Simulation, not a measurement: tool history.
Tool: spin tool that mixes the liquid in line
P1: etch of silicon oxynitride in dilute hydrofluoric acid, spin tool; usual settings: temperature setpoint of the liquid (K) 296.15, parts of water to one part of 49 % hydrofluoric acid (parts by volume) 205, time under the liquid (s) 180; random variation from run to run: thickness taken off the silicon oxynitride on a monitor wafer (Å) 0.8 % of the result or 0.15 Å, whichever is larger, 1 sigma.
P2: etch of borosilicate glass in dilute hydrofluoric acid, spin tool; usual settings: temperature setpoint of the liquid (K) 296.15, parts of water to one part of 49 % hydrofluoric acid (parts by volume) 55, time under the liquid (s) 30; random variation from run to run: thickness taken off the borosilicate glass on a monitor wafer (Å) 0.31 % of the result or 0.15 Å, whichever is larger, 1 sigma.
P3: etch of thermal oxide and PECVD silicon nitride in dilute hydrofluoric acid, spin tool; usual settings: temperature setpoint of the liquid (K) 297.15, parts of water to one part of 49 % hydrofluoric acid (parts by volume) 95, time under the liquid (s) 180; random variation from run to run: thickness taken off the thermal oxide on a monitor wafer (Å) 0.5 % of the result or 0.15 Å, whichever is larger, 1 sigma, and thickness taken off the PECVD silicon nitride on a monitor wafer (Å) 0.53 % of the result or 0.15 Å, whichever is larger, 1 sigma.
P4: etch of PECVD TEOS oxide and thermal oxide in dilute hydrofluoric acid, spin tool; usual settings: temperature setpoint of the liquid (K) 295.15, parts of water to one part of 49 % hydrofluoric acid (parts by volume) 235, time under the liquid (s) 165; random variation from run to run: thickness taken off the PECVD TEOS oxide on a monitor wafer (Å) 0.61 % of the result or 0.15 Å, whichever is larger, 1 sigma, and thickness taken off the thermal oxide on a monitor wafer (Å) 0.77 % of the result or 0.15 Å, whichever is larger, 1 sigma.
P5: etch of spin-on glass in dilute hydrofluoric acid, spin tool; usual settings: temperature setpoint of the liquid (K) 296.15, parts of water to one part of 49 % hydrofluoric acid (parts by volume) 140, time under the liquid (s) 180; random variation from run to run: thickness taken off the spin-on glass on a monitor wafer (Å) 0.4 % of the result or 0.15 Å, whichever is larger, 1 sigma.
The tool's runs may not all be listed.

run,hour,process that ran,temperature setpoint of the liquid (K),parts of water to one part of 49 % hydrofluoric acid (parts by volume),time under the liquid (s),thickness taken off the silicon oxynitride on a monitor wafer (Å),thickness taken off the thermal oxide on a monitor wafer (Å),thickness taken off the PECVD silicon nitride on a monitor wafer (Å),thickness taken off the borosilicate glass on a monitor wafer (Å),thickness taken off the spin-on glass on a monitor wafer (Å),thickness taken off the PECVD TEOS oxide on a monitor wafer (Å)
1,8.2,P1,296.15,205,180,30.069,,,,,
2,19.9,P3,297.15,25,180,,356.86,173.76,,,
3,34.6,P2,296.15,55,30,,,,309.44,,
4,50.6,P5,296.15,25,180,,,,,3835.8,
5,59.2,P3,297.15,95,290,,137.71,75.879,,,
6,67.7,P5,296.15,140,180,,,,,591.52,
7,85,P1,296.15,130,180,50.628,,,,,
8,94.9,P4,295.15,235,165,,25.199,,,,48.49
9,112.4,P1,290.15,320,180,13.871,,,,,
10,127.3,P5,296.15,140,180,,,,,588.41,
11,145.1,P2,303.65,55,30,,,,417.89,,
12,162.8,P1,296.15,205,180,30.51,,,,,
13,177.5,P1,296.15,205,40,6.7138,,,,,
14,186.5,P4,295.15,235,330,,51.472,,,,97.044
15,200,P4,298.65,235,165,,29.348,,,,55.041
16,217.4,P2,296.15,55,15,,,,155.63,,
17,231.3,P3,290.15,95,180,,64.209,29.173,,,
18,246.9,P1,296.15,205,180,29.9,,,,,
19,264.9,P1,296.15,350,180,16.458,,,,,
20,278.5,P1,296.15,205,275,46.27,,,,,
21,296.7,P4,295.15,45,165,,166.18,,,,311.78
22,311.7,P2,296.15,95,30,,,,170.7,,
23,322.2,P1,290.15,75,180,67.452,,,,,
24,339.3,P1,300.15,205,180,36.223,,,,,
25,350.6,P5,300.65,140,180,,,,,705.91,
26,363,P3,297.15,95,180,,85.436,47.159,,,
27,380.7,P5,296.15,140,70,,,,,230.48,
28,391.5,P1,296.15,205,180,30.375,,,,,
29,409.8,P1,290.15,205,180,23.21,,,,,
30,418.2,P1,296.15,205,180,30.403,,,,,
31,435.2,P1,296.15,205,180,29.206,,,,,
32,450.9,P1,296.15,205,180,29.018,,,,,
33,459.2,P1,296.15,205,180,28.902,,,,,
34,467.7,P1,296.15,205,180,28.723,,,,,
35,481.2,P1,296.15,205,180,28.341,,,,,
36,499.6,P1,296.15,205,180,28.931,,,,,
37,515.5,P1,296.15,205,180,28.439,,,,,
38,531.6,P1,296.15,205,180,28.14,,,,,
39,539.9,P1,296.15,205,180,28.38,,,,,
40,557.4,P1,296.15,205,180,28.401,,,,,
41,568.6,P1,296.15,205,180,28.195,,,,,

What P1 gives has crept away from where it was. These 2 causes fit the log equally well, each at the size given:
A: hydrofluoric acid flow below the setpoint (%) = 5.91
B: liquid colder than its thermometer reads (K) = 1.55
The creep began at about hour 418.2.

4 check runs are offered, one wafer each, their results left as question marks. Which one tells the causes apart?
check 1,579.8,P3,294.15,95,255,,?,?,,,
check 2,579.8,P4,295.15,45,305,,?,,,,?
check 3,579.8,P5,300.65,40,180,,,,,?,
check 4,579.8,P2,296.15,55,15,,,,?,,

What each check would give under each cause:
check,result,if A,if B
check 1,thickness taken off the thermal oxide on a monitor wafer (Å),100.3,100.7
check 1,thickness taken off the PECVD silicon nitride on a monitor wafer (Å),51.457,49.149
check 2,thickness taken off the thermal oxide on a monitor wafer (Å),285.38,285.14
check 2,thickness taken off the PECVD TEOS oxide on a monitor wafer (Å),544.19,543.72
check 3,thickness taken off the spin-on glass on a monitor wafer (Å),2649,2653.1
check 4,thickness taken off the borosilicate glass on a monitor wafer (Å),145.21,145.33
How far apart the two closest causes lie, in the result that separates them most: check 1 4.59 %; check 2 0.09 %; check 3 0.16 %; check 4 0.08 %
Only check 1 tells the causes apart: in the others they would give nearly the same result.

Check 1 was then run and gave: thickness taken off the thermal oxide on a monitor wafer (Å) 101.13; thickness taken off the PECVD silicon nitride on a monitor wafer (Å) 51.269. Which cause is it?

It is A: hydrofluoric acid flow below the setpoint (%).
